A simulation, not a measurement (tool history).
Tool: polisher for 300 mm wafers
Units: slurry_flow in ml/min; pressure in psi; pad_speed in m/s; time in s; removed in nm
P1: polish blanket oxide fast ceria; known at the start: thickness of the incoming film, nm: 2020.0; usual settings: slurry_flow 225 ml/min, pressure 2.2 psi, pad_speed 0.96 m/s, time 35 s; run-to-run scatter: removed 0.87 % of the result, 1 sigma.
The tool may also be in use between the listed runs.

run	day	slurry_flow	pressure	pad_speed	time	removed
1	0.367	225	2.2	0.96	35	386.24
2	0.721	225	2.2	0.96	35	392.33
3	1.004	225	3.5	0.96	35	617.37
4	1.167	290	2.2	0.96	35	394.23
5	1.512	225	2.7	0.96	49	668.74
6	1.842	135	2.2	0.96	35	364.05
# day 2.021: slurry nozzle cleaned
7	2.071	225	2.2	0.44	35	178.25
8	2.296	225	2.2	1.52	35	615.32
9	2.550	225	2.2	0.96	35	392.20
10	2.833	225	2.2	0.96	35	390.80
11	3.196	225	2.2	0.96	47	526.47
12	3.508	225	2.2	0.96	35	387.33
13	3.779	225	1.5	0.96	35	267.46
14	4.092	225	2.2	0.96	35	388.23
15	4.283	225	2.2	0.46	47	247.51
16	4.554	225	2.2	0.96	25	278.59
17	4.754	225	2.2	0.96	35	393.05
18	5.042	225	2.2	0.96	35	380.01
19	5.221	225	2.2	0.96	35	365.76
20	5.525	225	2.2	0.96	35	367.93
# day 5.671: worn pad replaced by a new one
21	5.742	225	2.2	0.96	35	368.74
22	5.942	225	2.2	0.96	35	365.87
23	6.171	225	2.2	0.96	35	364.75
24	6.438	225	2.2	0.96	35	372.09

What P1 gives has crept away from where it was. These 2 causes fit the log equally well, each at the size given:
A: head's pressure below its setpoint, % = 6.18
B: slurry flow missing at the pad, % = 35.1
The creep began at about day 4.754.
Why every other cause is out:
removal rate lost through wear of the pad, %: serviced at day 5.671, which brought nothing back

4 check runs are offered, each on 3 wafers whose results are averaged, their results left as question marks. Which one tells the causes apart?
check 1	6.704	225	3.3	1.44	35	?
check 2	6.704	225	2.2	1.38	44	?
check 3	6.704	225	2.2	0.44	35	?
check 4	6.704	135	2.2	0.46	35	?

What each check would give under each cause:
check	result	if A	if B
check 1	removed	821.87	821.91
check 2	removed	660.11	660.14
check 3	removed	167.42	167.43
check 4	removed	161.84	155.84
How far apart the two closest causes lie, in the result that separates them most: check 1 0 %; check 2 0 %; check 3 0 %; check 4 3.78 %
Only check 4 tells the causes apart: in the others they would give nearly the same result.

Then check 4 was run and gave: removed 162.15 nm. Which cause is it?

It is A: head's pressure below its setpoint, %.
